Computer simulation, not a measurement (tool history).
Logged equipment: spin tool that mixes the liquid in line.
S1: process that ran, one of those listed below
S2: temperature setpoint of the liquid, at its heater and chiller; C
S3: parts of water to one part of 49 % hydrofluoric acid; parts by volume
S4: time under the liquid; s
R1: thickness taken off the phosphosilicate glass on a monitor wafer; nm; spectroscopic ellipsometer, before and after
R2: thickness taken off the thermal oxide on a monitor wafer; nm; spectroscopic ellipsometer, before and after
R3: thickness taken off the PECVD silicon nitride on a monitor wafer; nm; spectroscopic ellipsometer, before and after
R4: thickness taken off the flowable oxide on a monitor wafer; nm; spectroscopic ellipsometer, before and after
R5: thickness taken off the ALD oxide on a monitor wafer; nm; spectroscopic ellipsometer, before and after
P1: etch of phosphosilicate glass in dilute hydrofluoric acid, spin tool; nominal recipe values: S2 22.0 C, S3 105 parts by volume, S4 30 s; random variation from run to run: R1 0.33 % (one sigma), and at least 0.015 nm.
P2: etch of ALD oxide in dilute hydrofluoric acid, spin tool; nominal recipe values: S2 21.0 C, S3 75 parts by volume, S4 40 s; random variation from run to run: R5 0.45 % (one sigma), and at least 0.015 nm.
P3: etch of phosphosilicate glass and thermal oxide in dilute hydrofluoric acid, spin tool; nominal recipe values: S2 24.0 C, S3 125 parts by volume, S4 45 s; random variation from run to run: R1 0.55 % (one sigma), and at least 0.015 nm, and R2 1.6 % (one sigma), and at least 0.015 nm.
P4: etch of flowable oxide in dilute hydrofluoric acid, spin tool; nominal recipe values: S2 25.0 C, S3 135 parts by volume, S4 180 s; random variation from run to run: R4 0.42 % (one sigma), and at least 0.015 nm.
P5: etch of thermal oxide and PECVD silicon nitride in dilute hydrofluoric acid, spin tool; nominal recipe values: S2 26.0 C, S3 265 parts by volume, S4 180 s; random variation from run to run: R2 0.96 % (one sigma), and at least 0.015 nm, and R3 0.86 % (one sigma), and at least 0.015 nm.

Run 1, day 0.179: S1 P1, S2 22.0 C, S3 105 parts by volume, S4 30 s. Result: R1 51.916 nm.
Run 2, day 0.338: S1 P5, S2 26.0 C, S3 90 parts by volume, S4 180 s. Result: R2 10.20000 nm, R3 9.32500 nm.
Run 3, day 0.504: S1 P4, S2 33.0 C, S3 135 parts by volume, S4 180 s. Result: R4 64.7860 nm.
Run 4, day 0.617: S1 P2, S2 17.0 C, S3 75 parts by volume, S4 40 s. Result: R5 8.9396 nm.
Run 5, day 0.754: S1 P4, S2 25.0 C, S3 135 parts by volume, S4 180 s. Result: R4 48.1070 nm.
Run 6, day 0.862: S1 P4, S2 25.0 C, S3 135 parts by volume, S4 15 s. Result: R4 4.0477 nm.
Run 7, day 0.954: S1 P1, S2 22.0 C, S3 105 parts by volume, S4 30 s. Result: R1 51.930 nm.
Run 8, day 1.108: S1 P1, S2 22.0 C, S3 70 parts by volume, S4 15 s. Result: R1 40.540 nm.
Run 9, day 1.267: S1 P4, S2 25.0 C, S3 40 parts by volume, S4 180 s. Result: R4 185.2200 nm.
Run 10, day 1.400: S1 P3, S2 31.0 C, S3 125 parts by volume, S4 45 s. Result: R1 40.392 nm, R2 2.08760 nm.
Run 11, day 1.496: S1 P2, S2 21.0 C, S3 75 parts by volume, S4 40 s. Result: R5 10.5780 nm.
Run 12, day 1.600: S1 P1, S2 22.0 C, S3 105 parts by volume, S4 30 s. Result: R1 52.056 nm.
Run 13, day 1.742: S1 P1, S2 22.0 C, S3 65 parts by volume, S4 30 s. Result: R1 88.454 nm.
At day 1.808: thermometer replaced.
Run 14, day 1.879: S1 P4, S2 25.0 C, S3 135 parts by volume, S4 180 s. Result: R4 49.0420 nm.
Run 15, day 2.012: S1 P2, S2 21.0 C, S3 140 parts by volume, S4 40 s. Result: R5 5.2237 nm.
Run 16, day 2.142: S1 P1, S2 17.5 C, S3 105 parts by volume, S4 30 s. Result: R1 43.306 nm.
Run 17, day 2.225: S1 P5, S2 26.0 C, S3 265 parts by volume, S4 180 s. Result: R2 2.88930 nm, R3 3.19750 nm.
Run 18, day 2.304: S1 P1, S2 30.0 C, S3 105 parts by volume, S4 30 s. Result: R1 70.915 nm.
Run 19, day 2.388: S1 P1, S2 22.0 C, S3 105 parts by volume, S4 15 s. Result: R1 25.832 nm.
Run 20, day 2.492: S1 P2, S2 21.0 C, S3 75 parts by volume, S4 15 s. Result: R5 3.9365 nm.
Run 21, day 2.571: S1 P1, S2 22.0 C, S3 145 parts by volume, S4 30 s. Result: R1 36.182 nm.
Run 22, day 2.696: S1 P1, S2 22.0 C, S3 105 parts by volume, S4 30 s. Result: R1 52.159 nm.
Run 23, day 2.808: S1 P5, S2 26.0 C, S3 265 parts by volume, S4 180 s. Result: R2 2.90020 nm, R3 3.15110 nm.
Run 24, day 2.971: S1 P1, S2 22.0 C, S3 105 parts by volume, S4 30 s. Result: R1 52.145 nm.
Run 25, day 3.092: S1 P5, S2 30.0 C, S3 265 parts by volume, S4 180 s. Result: R2 3.22240 nm, R3 4.06850 nm.
Run 26, day 3.258: S1 P3, S2 24.0 C, S3 125 parts by volume, S4 85 s. Result: R1 59.100 nm, R2 3.01410 nm.
Run 27, day 3.362: S1 P3, S2 24.0 C, S3 50 parts by volume, S4 45 s. Result: R1 86.060 nm, R2 4.44790 nm.
Run 28, day 3.442: S1 P3, S2 24.0 C, S3 125 parts by volume, S4 45 s. Result: R1 31.133 nm, R2 1.63120 nm.
Run 29, day 3.558: S1 P1, S2 22.0 C, S3 105 parts by volume, S4 50 s. Result: R1 86.778 nm.
Run 30, day 3.712: S1 P5, S2 26.0 C, S3 265 parts by volume, S4 15 s. Result: R2 0.25163 nm, R3 0.28674 nm.
Run 31, day 3.858: S1 P2, S2 21.0 C, S3 75 parts by volume, S4 40 s. Result: R5 10.5360 nm.
Run 32, day 4.004: S1 P3, S2 24.0 C, S3 125 parts by volume, S4 45 s. Result: R1 31.371 nm, R2 1.65090 nm.
Run 33, day 4.088: S1 P1, S2 22.0 C, S3 105 parts by volume, S4 30 s. Result: R1 51.985 nm.
Run 34, day 4.246: S1 P1, S2 22.0 C, S3 105 parts by volume, S4 30 s. Result: R1 50.820 nm.
Run 35, day 4.400: S1 P1, S2 22.0 C, S3 105 parts by volume, S4 30 s. Result: R1 49.481 nm.
Run 36, day 4.496: S1 P1, S2 22.0 C, S3 105 parts by volume, S4 30 s. Result: R1 49.162 nm.
Run 37, day 4.654: S1 P1, S2 22.0 C, S3 105 parts by volume, S4 30 s. Result: R1 48.832 nm.
Run 38, day 4.800: S1 P1, S2 22.0 C, S3 105 parts by volume, S4 30 s. Result: R1 48.173 nm.

Estimate the outcome of run 39 from the log above:
Run 39, day 4.904: S1 P1, S2 22.0 C, S3 105 parts by volume, S4 30 s. Result: R1 ?.

{"run 39": {"R1": 48.173}}
